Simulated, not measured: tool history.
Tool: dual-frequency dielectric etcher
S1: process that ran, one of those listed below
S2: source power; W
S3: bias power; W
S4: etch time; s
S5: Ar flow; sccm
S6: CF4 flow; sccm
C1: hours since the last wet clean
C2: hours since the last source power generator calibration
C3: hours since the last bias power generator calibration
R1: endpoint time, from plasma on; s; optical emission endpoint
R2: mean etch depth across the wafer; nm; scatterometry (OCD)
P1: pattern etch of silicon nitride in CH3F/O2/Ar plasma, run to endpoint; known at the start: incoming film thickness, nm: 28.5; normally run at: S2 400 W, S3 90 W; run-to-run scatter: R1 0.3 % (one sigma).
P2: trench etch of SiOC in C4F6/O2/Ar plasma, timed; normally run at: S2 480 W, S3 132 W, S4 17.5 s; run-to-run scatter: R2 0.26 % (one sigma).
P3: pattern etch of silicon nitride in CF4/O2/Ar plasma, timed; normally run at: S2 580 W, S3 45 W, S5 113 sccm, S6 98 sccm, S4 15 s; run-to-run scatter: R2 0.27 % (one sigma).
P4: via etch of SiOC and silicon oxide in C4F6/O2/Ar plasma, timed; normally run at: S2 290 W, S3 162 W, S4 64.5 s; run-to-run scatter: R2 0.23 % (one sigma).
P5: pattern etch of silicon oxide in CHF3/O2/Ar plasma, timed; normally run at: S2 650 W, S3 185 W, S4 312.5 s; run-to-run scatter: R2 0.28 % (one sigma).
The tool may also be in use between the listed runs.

run 1 hour=4.3 | S1=P1 S2=400 S3=90 | C1=287 C2=695.5 C3=496.2 | R1=38.094
run 2 hour=11.2 | S1=P4 S2=290 S3=162 S4=35.5 | C1=293.9 C2=702.4 C3=503.1 | R2=34.009
run 3 hour=18.2 | S1=P3 S2=580 S3=45 S4=15 S5=113 S6=98 | C1=300.9 C2=709.4 C3=510.1 | R2=31.377
run 4 hour=22.1 | S1=P2 S2=480 S3=169 S4=17.5 | C1=304.8 C2=713.3 C3=514 | R2=37.843
run 5 hour=25.7 | S1=P3 S2=580 S3=45 S4=15 S5=81 S6=98 | C1=308.4 C2=716.9 C3=517.6 | R2=32.734
run 6 hour=32.1 | S1=P1 S2=400 S3=90 | C1=314.8 C2=723.3 C3=524 | R1=38.076
run 7 hour=36.2 | S1=P1 S2=560 S3=90 | C1=318.9 C2=727.4 C3=528.1 | R1=33.596
run 8 hour=41 | S1=P2 S2=480 S3=132 S4=17.5 | C1=323.7 C2=732.2 C3=532.9 | R2=34.96
run 9 hour=45.2 | S1=P1 S2=260 S3=90 | C1=327.9 C2=736.4 C3=537.1 | R1=44.747
run 10 hour=49.5 | S1=P1 S2=400 S3=90 | C1=332.2 C2=740.7 C3=541.4 | R1=38.212
run 11 hour=53.7 | S1=P3 S2=580 S3=45 S4=11.5 S5=113 S6=98 | C1=336.4 C2=744.9 C3=545.6 | R2=24.075
run 12 hour=61.3 | S1=P1 S2=500 S3=55 | C1=344 C2=752.5 C3=553.2 | R1=41.33
run 13 hour=67.4 | S1=P1 S2=520 S3=69 | C1=350.1 C2=758.6 C3=559.3 | R1=37.78
run 14 hour=75.3 | S1=P3 S2=580 S3=60 S4=15 S5=113 S6=98 | C1=358 C2=766.5 C3=567.2 | R2=34.812
run 15 hour=83.2 | S1=P1 S2=400 S3=90 | C1=365.9 C2=774.4 C3=575.1 | R1=37.979
run 16 hour=91 | S1=P1 S2=400 S3=119 | C1=373.7 C2=782.2 C3=582.9 | R1=34.353
run 17 hour=95.6 | S1=P3 S2=580 S3=45 S4=15 S5=113 S6=71 | C1=378.3 C2=786.8 C3=587.5 | R2=29.977
run 18 hour=99.7 | S1=P4 S2=380 S3=162 S4=64.5 | C1=382.4 C2=790.9 C3=591.6 | R2=68.736
run 19 hour=106 | S1=P5 S2=650 S3=185 S4=312.5 | C1=388.7 C2=797.2 C3=597.9 | R2=624.56
run 20 hour=112.8 | S1=P4 S2=290 S3=209 S4=64.5 | C1=395.5 C2=804 C3=604.7 | R2=67.352
run 21 hour=117.4 | S1=P2 S2=480 S3=132 S4=25.5 | C1=400.1 C2=808.6 C3=609.3 | R2=51.234
run 22 hour=121.9 | S1=P5 S2=650 S3=260 S4=312.5 | C1=404.6 C2=813.1 C3=613.8 | R2=699.3
run 23 hour=126.9 | S1=P5 S2=650 S3=185 S4=312.5 | C1=409.6 C2=818.1 C3=618.8 | R2=622.41
run 24 hour=132.5 | S1=P1 S2=280 S3=57 | C1=415.2 C2=823.7 C3=624.4 | R1=51.019
run 25 hour=136.8 | S1=P5 S2=810 S3=185 S4=312.5 | C1=419.5 C2=828 C3=628.7 | R2=675.46
run 26 hour=143.9 | S1=P5 S2=650 S3=185 S4=409 | C1=426.6 C2=835.1 C3=635.8 | R2=812.85
run 27 hour=150.6 | S1=P1 S2=400 S3=62 | C1=433.3 C2=841.8 C3=642.5 | R1=43.228
run 28 hour=155.9 | S1=P2 S2=620 S3=132 S4=17.5 | C1=438.6 C2=847.1 C3=647.8 | R2=38.79
run 29 hour=160.8 | S1=P4 S2=290 S3=162 S4=64.5 | C1=443.5 C2=852 C3=652.7 | R2=61.791
run 30 hour=167.8 | S1=P2 S2=480 S3=132 S4=17.5 | C1=450.5 C2=859 C3=659.7 | R2=34.937
run 31 hour=173.3 | S1=P3 S2=460 S3=45 S4=15 S5=113 S6=98 | C1=456 C2=864.5 C3=665.2 | R2=25.762
run 32 hour=181 | S1=P1 S2=400 S3=90 | C1=463.7 C2=872.2 C3=672.9 | R1=37.898
run 33 hour=186.9 | S1=P1 S2=400 S3=90 | C1=469.6 C2=878.1 C3=678.8 | R1=38.471
run 34 hour=191.3 | S1=P1 S2=400 S3=90 | C1=474 C2=882.5 C3=683.2 | R1=38.556
run 35 hour=197.6 | S1=P1 S2=400 S3=90 | C1=480.3 C2=888.8 C3=689.5 | R1=38.556
run 36 hour=204.6 | S1=P1 S2=400 S3=90 | C1=487.3 C2=895.8 C3=696.5 | R1=38.6
-- hour=205.5 wet clean of the chamber
run 37 hour=209.8 | S1=P1 S2=400 S3=90 | C1=4.3 C2=901 C3=701.7 | R1=38.49
run 38 hour=218.1 | S1=P1 S2=400 S3=90 | C1=12.6 C2=909.3 C3=710 | R1=38.621
run 39 hour=225.5 | S1=P1 S2=400 S3=90 | C1=20 C2=916.7 C3=717.4 | R1=38.707
run 40 hour=233.7 | S1=P1 S2=400 S3=90 | C1=28.2 C2=924.9 C3=725.6 | R1=38.701
run 41 hour=239.2 | S1=P1 S2=400 S3=90 | C1=33.7 C2=930.4 C3=731.1 | R1=38.475
run 42 hour=244.2 | S1=P1 S2=400 S3=90 | C1=38.7 C2=935.4 C3=736.1 | R1=38.789
run 43 hour=249.3 | S1=P1 S2=400 S3=90 | C1=43.8 C2=940.5 C3=741.2 | R1=38.651

What P1 gives has crept away from where it was. These 2 causes fit the log equally well, each at the size given:
A: bias power that arrives under what is set, % = 4.14
B: source power that arrives under what is set, % = 3.97
The creep began at about hour 181.
Why every other cause is out:
chamber walls in a state that lowers the etch rate, %: serviced at hour 205.5, which brought nothing back

4 check runs are offered, one wafer each, their results left as question marks. Which one tells the causes apart?
run check 1 hour=254.4 | S1=P2 S2=480 S3=165 S4=23.5 | R2=?
run check 2 hour=254.4 | S1=P4 S2=380 S3=195 S4=64.5 | R2=?
run check 3 hour=254.4 | S1=P5 S2=650 S3=243 S4=312.5 | R2=?
run check 4 hour=254.4 | S1=P3 S2=580 S3=45 S4=15 S5=93 S6=98 | R2=?

What each check would give under each cause:
check=check_1 result=R2 if_A=49.58 if_B=49.43
check=check_2 result=R2 if_A=71.832 if_B=71.705
check=check_3 result=R2 if_A=673.83 if_B=673.6
check=check_4 result=R2 if_A=31.692 if_B=31.053
How far apart the two closest causes lie, in the result that separates them most: check 1 0.3 %; check 2 0.18 %; check 3 0.03 %; check 4 2.04 %
Only check 4 tells the causes apart: in the others they would give nearly the same result.

Then check 4 was run and gave: R2 31.821 nm. Which cause is it?

It is A: bias power that arrives under what is set, %.

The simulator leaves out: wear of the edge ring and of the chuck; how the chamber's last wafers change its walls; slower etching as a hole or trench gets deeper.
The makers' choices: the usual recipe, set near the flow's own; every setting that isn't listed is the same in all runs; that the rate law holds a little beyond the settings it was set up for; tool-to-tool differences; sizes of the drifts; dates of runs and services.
